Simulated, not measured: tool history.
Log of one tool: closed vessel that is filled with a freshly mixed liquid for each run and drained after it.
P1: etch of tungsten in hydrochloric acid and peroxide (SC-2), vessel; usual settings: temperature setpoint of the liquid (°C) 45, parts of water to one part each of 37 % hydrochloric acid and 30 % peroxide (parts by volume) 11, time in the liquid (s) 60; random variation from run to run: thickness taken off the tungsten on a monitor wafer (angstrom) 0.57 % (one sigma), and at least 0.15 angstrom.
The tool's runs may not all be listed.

run	hour	temperature setpoint of the liquid (°C)	parts of water to one part each of 37 % hydrochloric acid and 30 % peroxide (parts by volume)	time in the liquid (s)	hours since the thermometer was replaced	hours since the chemicals flow meter was replaced	hours since the drum of peroxide was connected	thickness taken off the tungsten on a monitor wafer (angstrom)
1	8.3	45	11	60	410.7	365.6	815.1	149.33
2	15.5	45	11	85	417.9	372.8	822.3	208.33
3	22.5	45	11	60	424.9	379.8	829.3	149.91
# hour 25.6: chemicals flow meter replaced
4	33	45	11	60	435.4	7.4	839.8	149.12
5	43.9	45	4	60	446.3	18.3	850.7	324.29
6	50.9	60	5.5	60	453.3	25.3	857.7	690.38
7	62.7	55	11	60	465.1	37.1	869.5	285.88
8	72	45	11	60	474.4	46.4	878.8	148.07
9	79.9	45	11	60	482.3	54.3	886.7	148.37
10	87.3	35	11	60	489.7	61.7	894.1	73.316
11	95.9	45	16.5	105	498.3	70.3	902.7	182.55
12	107	45	11	30	509.4	81.4	913.8	74.428
13	118.7	45	19.5	60	521.1	93.1	925.5	89.614
14	124.9	45	11	60	527.3	99.3	931.7	148.27
15	137.4	45	11	60	539.8	111.8	944.2	153.61
16	147.8	45	11	60	550.2	122.2	954.6	156.34
17	156.2	45	11	60	558.6	130.6	963	157.88
18	169	45	11	60	571.4	143.4	975.8	160.74
19	182.3	45	11	60	584.7	156.7	989.1	160.42
20	195.7	45	11	60	598.1	170.1	1002.5	161.82
21	205.1	45	11	60	607.5	179.5	1011.9	162.54
22	211.7	45	11	60	614.1	186.1	1018.5	161.81
23	220.8	45	11	60	623.2	195.2	1027.6	162.73
24	228.1	45	11	60	630.5	202.5	1034.9	162.3
25	238.3	45	11	60	640.7	212.7	1045.1	161.57

What P1 gives has crept away from where it was. These 2 causes fit the log equally well, each at the size given:
A: chemicals flow above the setpoint (%) = 11.6
B: liquid hotter than its thermometer reads (K) = 1.35
The creep began at about hour 124.9.
Why every other cause is out:
peroxide weaker than its label (%): at most 8, which would move thickness taken off the tungsten on a monitor wafer (angstrom) by -7.4 %: too little, or the wrong way

4 check runs are offered, each on 3 wafers whose results are averaged, their results left as question marks. Which one tells the causes apart?
check 1	248.5	35.5	11	60				?
check 2	248.5	54	11	30				?
check 3	248.5	35	4	60				?
check 4	248.5	51.5	11	30				?

What each check would give under each cause:
check	result	if A	if B
check 1	thickness taken off the tungsten on a monitor wafer (angstrom)	83.013	83.53
check 2	thickness taken off the tungsten on a monitor wafer (angstrom)	148.64	147.96
check 3	thickness taken off the tungsten on a monitor wafer (angstrom)	169.93	174.53
check 4	thickness taken off the tungsten on a monitor wafer (angstrom)	126.17	125.76
How far apart the two closest causes lie, in the result that separates them most: check 1 0.62 %; check 2 0.46 %; check 3 2.67 %; check 4 0.32 %
Only check 3 tells the causes apart: in the others they would give nearly the same result.

Check 3 was then run and gave: thickness taken off the tungsten on a monitor wafer (angstrom) 170.4. Which cause is it?

It is A: chemicals flow above the setpoint (%).
